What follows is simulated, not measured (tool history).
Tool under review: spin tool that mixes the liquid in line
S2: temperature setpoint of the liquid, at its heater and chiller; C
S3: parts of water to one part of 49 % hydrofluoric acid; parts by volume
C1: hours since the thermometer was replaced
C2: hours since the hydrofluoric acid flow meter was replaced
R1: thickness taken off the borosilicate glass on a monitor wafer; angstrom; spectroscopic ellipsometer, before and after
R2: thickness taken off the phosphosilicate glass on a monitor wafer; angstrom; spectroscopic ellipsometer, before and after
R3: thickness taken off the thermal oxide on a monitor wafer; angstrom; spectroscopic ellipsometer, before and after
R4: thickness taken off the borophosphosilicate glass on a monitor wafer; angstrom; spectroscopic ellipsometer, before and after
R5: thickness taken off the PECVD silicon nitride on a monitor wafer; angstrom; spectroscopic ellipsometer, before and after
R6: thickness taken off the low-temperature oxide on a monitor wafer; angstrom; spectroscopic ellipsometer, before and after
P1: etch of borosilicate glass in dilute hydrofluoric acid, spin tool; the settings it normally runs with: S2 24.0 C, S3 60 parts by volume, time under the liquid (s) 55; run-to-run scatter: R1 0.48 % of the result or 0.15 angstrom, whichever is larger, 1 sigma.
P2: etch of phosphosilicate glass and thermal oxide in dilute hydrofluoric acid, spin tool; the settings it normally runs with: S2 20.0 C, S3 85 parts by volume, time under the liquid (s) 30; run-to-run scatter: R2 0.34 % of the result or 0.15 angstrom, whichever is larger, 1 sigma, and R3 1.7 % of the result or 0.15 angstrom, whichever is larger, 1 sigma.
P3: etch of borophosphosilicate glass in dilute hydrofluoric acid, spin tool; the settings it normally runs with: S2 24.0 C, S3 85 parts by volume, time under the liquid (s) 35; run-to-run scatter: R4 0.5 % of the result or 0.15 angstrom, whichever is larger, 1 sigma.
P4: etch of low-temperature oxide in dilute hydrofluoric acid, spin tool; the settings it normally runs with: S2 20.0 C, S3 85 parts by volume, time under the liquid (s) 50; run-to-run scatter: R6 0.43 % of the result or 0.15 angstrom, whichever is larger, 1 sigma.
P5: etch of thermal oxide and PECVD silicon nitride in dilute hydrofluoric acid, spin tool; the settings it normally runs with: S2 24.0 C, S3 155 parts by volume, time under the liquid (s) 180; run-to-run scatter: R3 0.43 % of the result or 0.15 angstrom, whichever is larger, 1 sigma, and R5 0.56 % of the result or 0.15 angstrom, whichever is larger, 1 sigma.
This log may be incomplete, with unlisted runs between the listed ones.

run 1 hour=2.7 | process_that_ran=P1 S2=24.0 S3=60 time_under_the_liquid_(s)=55 | C1=642.4 C2=232.4 | R1=345.160
run 2 hour=6.5 | process_that_ran=P1 S2=24.0 S3=60 time_under_the_liquid_(s)=55 | C1=646.2 C2=236.2 | R1=347.900
run 3 hour=9.0 | process_that_ran=P2 S2=17.0 S3=85 time_under_the_liquid_(s)=30 | C1=648.7 C2=238.7 | R2=271.43 R3=11.189
run 4 hour=11.5 | process_that_ran=P1 S2=24.0 S3=60 time_under_the_liquid_(s)=55 | C1=651.2 C2=241.2 | R1=351.100
run 5 hour=14.8 | process_that_ran=P1 S2=24.0 S3=60 time_under_the_liquid_(s)=15 | C1=654.5 C2=244.5 | R1=94.415
run 6 hour=19.4 | process_that_ran=P3 S2=24.0 S3=40 time_under_the_liquid_(s)=35 | C1=659.1 C2=249.1 | R4=772.79
run 7 hour=22.1 | process_that_ran=P1 S2=24.0 S3=60 time_under_the_liquid_(s)=55 | C1=661.8 C2=251.8 | R1=348.210
run 8 hour=24.4 | process_that_ran=P5 S2=24.0 S3=65 time_under_the_liquid_(s)=180 | C1=664.1 C2=254.1 | R3=138.650 R5=104.110
run 9 hour=29.1 | process_that_ran=P2 S2=20.0 S3=85 time_under_the_liquid_(s)=30 | C1=668.8 C2=258.8 | R2=308.87 R3=13.470
run 10 hour=33.2 | process_that_ran=P1 S2=24.0 S3=60 time_under_the_liquid_(s)=55 | C1=672.9 C2=262.9 | R1=347.470
run 11 hour=35.6 | process_that_ran=P4 S2=27.0 S3=85 time_under_the_liquid_(s)=50 | C1=675.3 C2=265.3 | R6=71.712
run 12 hour=37.9 | process_that_ran=P3 S2=24.0 S3=85 time_under_the_liquid_(s)=15 | C1=677.6 C2=267.6 | R4=145.60
run 13 hour=43.0 | process_that_ran=P5 S2=24.0 S3=155 time_under_the_liquid_(s)=180 | C1=682.7 C2=272.7 | R3=52.293 R5=43.868
run 14 hour=47.7 | process_that_ran=P3 S2=18.0 S3=85 time_under_the_liquid_(s)=35 | C1=687.4 C2=277.4 | R4=265.51
run 15 hour=52.1 | process_that_ran=P1 S2=24.0 S3=20 time_under_the_liquid_(s)=55 | C1=691.8 C2=281.8 | R1=1102.900
run 16 hour=54.8 | process_that_ran=P1 S2=24.0 S3=60 time_under_the_liquid_(s)=90 | C1=694.5 C2=284.5 | R1=569.440
run 17 hour=57.6 | process_that_ran=P4 S2=20.0 S3=85 time_under_the_liquid_(s)=50 | C1=697.3 C2=287.3 | R6=54.224
run 18 hour=61.6 | process_that_ran=P4 S2=20.0 S3=85 time_under_the_liquid_(s)=25 | C1=701.3 C2=291.3 | R6=26.896
run 19 hour=66.1 | process_that_ran=P1 S2=29.5 S3=60 time_under_the_liquid_(s)=55 | C1=705.8 C2=295.8 | R1=432.930
run 20 hour=70.6 | process_that_ran=P2 S2=20.0 S3=85 time_under_the_liquid_(s)=55 | C1=710.3 C2=300.3 | R2=565.04 R3=23.766
run 21 hour=74.4 | process_that_ran=P1 S2=24.0 S3=110 time_under_the_liquid_(s)=55 | C1=714.1 C2=304.1 | R1=178.600
run 22 hour=78.2 | process_that_ran=P1 S2=20.5 S3=80 time_under_the_liquid_(s)=55 | C1=717.9 C2=307.9 | R1=219.320
-- hour=79.4 thermometer replaced
run 23 hour=83.0 | process_that_ran=P1 S2=17.5 S3=60 time_under_the_liquid_(s)=55 | C1=3.7 C2=312.7 | R1=266.850
run 24 hour=85.7 | process_that_ran=P3 S2=24.0 S3=85 time_under_the_liquid_(s)=35 | C1=6.4 C2=315.4 | R4=341.82
run 25 hour=89.6 | process_that_ran=P5 S2=24.0 S3=155 time_under_the_liquid_(s)=180 | C1=10.3 C2=319.3 | R3=52.924 R5=44.132
run 26 hour=93.2 | process_that_ran=P2 S2=20.0 S3=35 time_under_the_liquid_(s)=30 | C1=13.9 C2=322.9 | R2=792.15 R3=34.802
run 27 hour=97.9 | process_that_ran=P5 S2=17.0 S3=155 time_under_the_liquid_(s)=180 | C1=18.6 C2=327.6 | R3=39.935 R5=27.413
run 28 hour=100.9 | process_that_ran=P4 S2=20.0 S3=25 time_under_the_liquid_(s)=50 | C1=21.6 C2=330.6 | R6=199.610
run 29 hour=103.2 | process_that_ran=P5 S2=24.0 S3=155 time_under_the_liquid_(s)=55 | C1=23.9 C2=332.9 | R3=16.185 R5=13.361
run 30 hour=108.1 | process_that_ran=P1 S2=24.0 S3=30 time_under_the_liquid_(s)=90 | C1=28.8 C2=337.8 | R1=1195.500
run 31 hour=111.1 | process_that_ran=P1 S2=24.0 S3=60 time_under_the_liquid_(s)=55 | C1=31.8 C2=340.8 | R1=349.170
run 32 hour=114.5 | process_that_ran=P1 S2=24.0 S3=60 time_under_the_liquid_(s)=55 | C1=35.2 C2=344.2 | R1=343.010
run 33 hour=117.9 | process_that_ran=P1 S2=24.0 S3=60 time_under_the_liquid_(s)=55 | C1=38.6 C2=347.6 | R1=336.470
run 34 hour=120.5 | process_that_ran=P1 S2=24.0 S3=60 time_under_the_liquid_(s)=55 | C1=41.2 C2=350.2 | R1=333.840
run 35 hour=123.6 | process_that_ran=P1 S2=24.0 S3=60 time_under_the_liquid_(s)=55 | C1=44.3 C2=353.3 | R1=335.180
run 36 hour=127.1 | process_that_ran=P1 S2=24.0 S3=60 time_under_the_liquid_(s)=55 | C1=47.8 C2=356.8 | R1=335.200
run 37 hour=130.4 | process_that_ran=P1 S2=24.0 S3=60 time_under_the_liquid_(s)=55 | C1=51.1 C2=360.1 | R1=334.680
run 38 hour=134.1 | process_that_ran=P1 S2=24.0 S3=60 time_under_the_liquid_(s)=55 | C1=54.8 C2=363.8 | R1=332.850
run 39 hour=139.2 | process_that_ran=P1 S2=24.0 S3=60 time_under_the_liquid_(s)=55 | C1=59.9 C2=368.9 | R1=328.930
run 40 hour=141.9 | process_that_ran=P1 S2=24.0 S3=60 time_under_the_liquid_(s)=55 | C1=62.6 C2=371.6 | R1=331.060
run 41 hour=145.2 | process_that_ran=P1 S2=24.0 S3=60 time_under_the_liquid_(s)=55 | C1=65.9 C2=374.9 | R1=331.470
run 42 hour=150.0 | process_that_ran=P1 S2=24.0 S3=60 time_under_the_liquid_(s)=55 | C1=70.7 C2=379.7 | R1=328.780

The output of P1 has drifted from where it used to be. Each of the 2 causes below, taken at the size shown beside it, accounts for the log equally well:
A: liquid colder than its thermometer reads (K) = 1.4
B: hydrofluoric acid flow below the setpoint (%) = 5.16
The drift started at roughly hour 111.1.

You are offered 4 check runs, listed below with question marks in place of their results; each one averages 2 wafers. Which run separates the listed causes by giving clearly different results for each?
run check 1 hour=154.8 | process_that_ran=P3 S2=24.0 S3=85 time_under_the_liquid_(s)=35 | R4=?
run check 2 hour=154.8 | process_that_ran=P5 S2=24.0 S3=155 time_under_the_liquid_(s)=180 | R3=? R5=?
run check 3 hour=154.8 | process_that_ran=P2 S2=20.0 S3=85 time_under_the_liquid_(s)=30 | R2=? R3=?
run check 4 hour=154.8 | process_that_ran=P4 S2=20.0 S3=85 time_under_the_liquid_(s)=50 | R6=?

What every check run would give for each of its results, assuming each possible cause in turn:
check=check_1 result=R4 if_A=321.73 if_B=320.99
check=check_2 result=R3 if_A=49.897 if_B=49.462
check=check_2 result=R5 if_A=40.223 if_B=41.793
check=check_3 result=R2 if_A=290.80 if_B=290.86
check=check_3 result=R3 if_A=12.530 if_B=12.533
check=check_4 result=R6 if_A=51.346 if_B=51.358
How far apart the two closest causes lie, in the result that separates them most: check 1 0.23 %; check 2 3.83 %; check 3 0.02 %; check 4 0.02 %
Only check 2 tells the causes apart: in the others they would give nearly the same result.

Check 2 was carried out, with these results: R3 49.296 angstrom; R5 41.876 angstrom. Which of the listed causes is responsible?

The correct cause is B, namely: hydrofluoric acid flow below the setpoint (%).
